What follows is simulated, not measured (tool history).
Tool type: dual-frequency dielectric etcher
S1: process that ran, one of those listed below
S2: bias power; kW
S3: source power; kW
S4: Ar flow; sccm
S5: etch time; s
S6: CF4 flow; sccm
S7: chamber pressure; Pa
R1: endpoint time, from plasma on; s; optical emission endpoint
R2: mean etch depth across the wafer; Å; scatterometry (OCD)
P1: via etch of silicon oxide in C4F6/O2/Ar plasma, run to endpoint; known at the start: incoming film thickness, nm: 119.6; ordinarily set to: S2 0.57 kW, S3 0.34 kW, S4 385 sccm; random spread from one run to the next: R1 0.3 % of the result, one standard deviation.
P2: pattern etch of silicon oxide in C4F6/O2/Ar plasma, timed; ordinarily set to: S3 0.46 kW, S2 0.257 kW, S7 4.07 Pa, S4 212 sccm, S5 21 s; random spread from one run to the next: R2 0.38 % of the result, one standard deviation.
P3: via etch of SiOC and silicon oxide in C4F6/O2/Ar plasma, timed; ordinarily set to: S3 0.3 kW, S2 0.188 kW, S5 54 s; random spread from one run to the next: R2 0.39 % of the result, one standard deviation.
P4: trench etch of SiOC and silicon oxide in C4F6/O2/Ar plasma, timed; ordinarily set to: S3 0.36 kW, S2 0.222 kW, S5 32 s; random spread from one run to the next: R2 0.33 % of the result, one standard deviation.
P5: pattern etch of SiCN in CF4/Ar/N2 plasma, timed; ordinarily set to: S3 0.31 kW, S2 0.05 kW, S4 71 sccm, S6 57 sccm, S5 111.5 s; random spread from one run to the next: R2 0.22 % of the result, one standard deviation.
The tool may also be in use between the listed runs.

{"run": 1, "hour": 13.3, "S1": "P1", "S2": 0.57, "S3": 0.34, "S4": 385, "R1": 27.786}
{"run": 2, "hour": 24.5, "S1": "P1", "S2": 0.57, "S3": 0.34, "S4": 385, "R1": 27.693}
{"run": 3, "hour": 41.9, "S1": "P3", "S2": 0.137, "S3": 0.3, "S5": 54, "R2": 495.84}
{"run": 4, "hour": 50.0, "S1": "P1", "S2": 0.467, "S3": 0.4, "S4": 385, "R1": 28.006}
{"run": 5, "hour": 67.4, "S1": "P5", "S2": 0.05, "S3": 0.31, "S4": 71, "S5": 111.5, "S6": 57, "R2": 629.01}
{"run": 6, "hour": 80.6, "S1": "P1", "S2": 0.57, "S3": 0.34, "S4": 385, "R1": 27.661}
{"run": 7, "hour": 93.4, "S1": "P3", "S2": 0.188, "S3": 0.18, "S5": 54, "R2": 452.02}
{"run": 8, "hour": 112.1, "S1": "P1", "S2": 0.57, "S3": 0.26, "S4": 385, "R1": 30.624}
{"run": 9, "hour": 122.0, "S1": "P5", "S2": 0.03, "S3": 0.31, "S4": 71, "S5": 111.5, "S6": 57, "R2": 538.34}
{"run": 10, "hour": 140.2, "S1": "P2", "S2": 0.257, "S3": 0.46, "S4": 212, "S5": 30.5, "S7": 4.07, "R2": 1224.6}
{"run": 11, "hour": 151.7, "S1": "P4", "S2": 0.155, "S3": 0.36, "S5": 32, "R2": 576.53}
{"run": 12, "hour": 161.1, "S1": "P1", "S2": 0.57, "S3": 0.34, "S4": 473, "R1": 28.341}
{"run": 13, "hour": 176.5, "S1": "P1", "S2": 0.57, "S3": 0.34, "S4": 385, "R1": 27.63}
{"run": 14, "hour": 185.2, "S1": "P1", "S2": 0.57, "S3": 0.34, "S4": 267, "R1": 26.4}
{"run": 15, "hour": 200.1, "S1": "P1", "S2": 0.57, "S3": 0.34, "S4": 385, "R1": 27.712}
{"run": 16, "hour": 217.7, "S1": "P5", "S2": 0.05, "S3": 0.31, "S4": 71, "S5": 111.5, "S6": 40, "R2": 596.35}
{"run": 17, "hour": 227.8, "S1": "P2", "S2": 0.257, "S3": 0.26, "S4": 212, "S5": 21, "S7": 4.07, "R2": 676.66}
{"run": 18, "hour": 236.3, "S1": "P2", "S2": 0.177, "S3": 0.46, "S4": 212, "S5": 21, "S7": 4.07, "R2": 745.38}
{"run": 19, "hour": 246.8, "S1": "P5", "S2": 0.05, "S3": 0.31, "S4": 100, "S5": 111.5, "S6": 57, "R2": 595.77}
{"run": 20, "hour": 265.3, "S1": "P1", "S2": 0.404, "S3": 0.34, "S4": 385, "R1": 31.595}
{"run": 21, "hour": 273.8, "S1": "P1", "S2": 0.57, "S3": 0.34, "S4": 385, "R1": 27.904}
{"hour": 277.4, "done": "Ar flow controller replaced"}
{"run": 22, "hour": 287.1, "S1": "P3", "S2": 0.188, "S3": 0.3, "S5": 54, "R2": 547.05}
{"run": 23, "hour": 299.3, "S1": "P1", "S2": 0.758, "S3": 0.34, "S4": 385, "R1": 24.948}
{"run": 24, "hour": 311.4, "S1": "P5", "S2": 0.05, "S3": 0.43, "S4": 71, "S5": 111.5, "S6": 57, "R2": 843.17}
{"run": 25, "hour": 325.0, "S1": "P5", "S2": 0.05, "S3": 0.31, "S4": 71, "S5": 156, "S6": 57, "R2": 880.57}
{"run": 26, "hour": 339.0, "S1": "P3", "S2": 0.188, "S3": 0.3, "S5": 74.5, "R2": 758.35}
{"run": 27, "hour": 347.3, "S1": "P5", "S2": 0.05, "S3": 0.31, "S4": 71, "S5": 111.5, "S6": 57, "R2": 630.71}
{"run": 28, "hour": 356.6, "S1": "P1", "S2": 0.747, "S3": 0.29, "S4": 385, "R1": 26.476}
{"hour": 368.1, "done": "source power generator calibrated"}
{"run": 29, "hour": 372.5, "S1": "P2", "S2": 0.257, "S3": 0.46, "S4": 136, "S5": 21, "S7": 4.07, "R2": 886.84}
{"run": 30, "hour": 387.3, "S1": "P4", "S2": 0.222, "S3": 0.36, "S5": 43.5, "R2": 873.8}
{"run": 31, "hour": 405.5, "S1": "P2", "S2": 0.257, "S3": 0.46, "S4": 212, "S5": 21, "S7": 4.07, "R2": 848.21}
{"run": 32, "hour": 413.9, "S1": "P2", "S2": 0.257, "S3": 0.46, "S4": 212, "S5": 21, "S7": 5.4, "R2": 820.76}
{"run": 33, "hour": 428.5, "S1": "P4", "S2": 0.222, "S3": 0.36, "S5": 32, "R2": 644.54}
{"run": 34, "hour": 436.9, "S1": "P4", "S2": 0.222, "S3": 0.46, "S5": 32, "R2": 709.07}
{"run": 35, "hour": 454.0, "S1": "P1", "S2": 0.57, "S3": 0.42, "S4": 385, "R1": 25.68}
{"run": 36, "hour": 464.3, "S1": "P1", "S2": 0.57, "S3": 0.34, "S4": 385, "R1": 27.593}

For run 37, what comes out?
{"run": 37, "hour": 474.1, "S1": "P1", "S2": 0.57, "S3": 0.34, "S4": 385, "R1": "?"}

{"run 37": {"R1": 27.854}}

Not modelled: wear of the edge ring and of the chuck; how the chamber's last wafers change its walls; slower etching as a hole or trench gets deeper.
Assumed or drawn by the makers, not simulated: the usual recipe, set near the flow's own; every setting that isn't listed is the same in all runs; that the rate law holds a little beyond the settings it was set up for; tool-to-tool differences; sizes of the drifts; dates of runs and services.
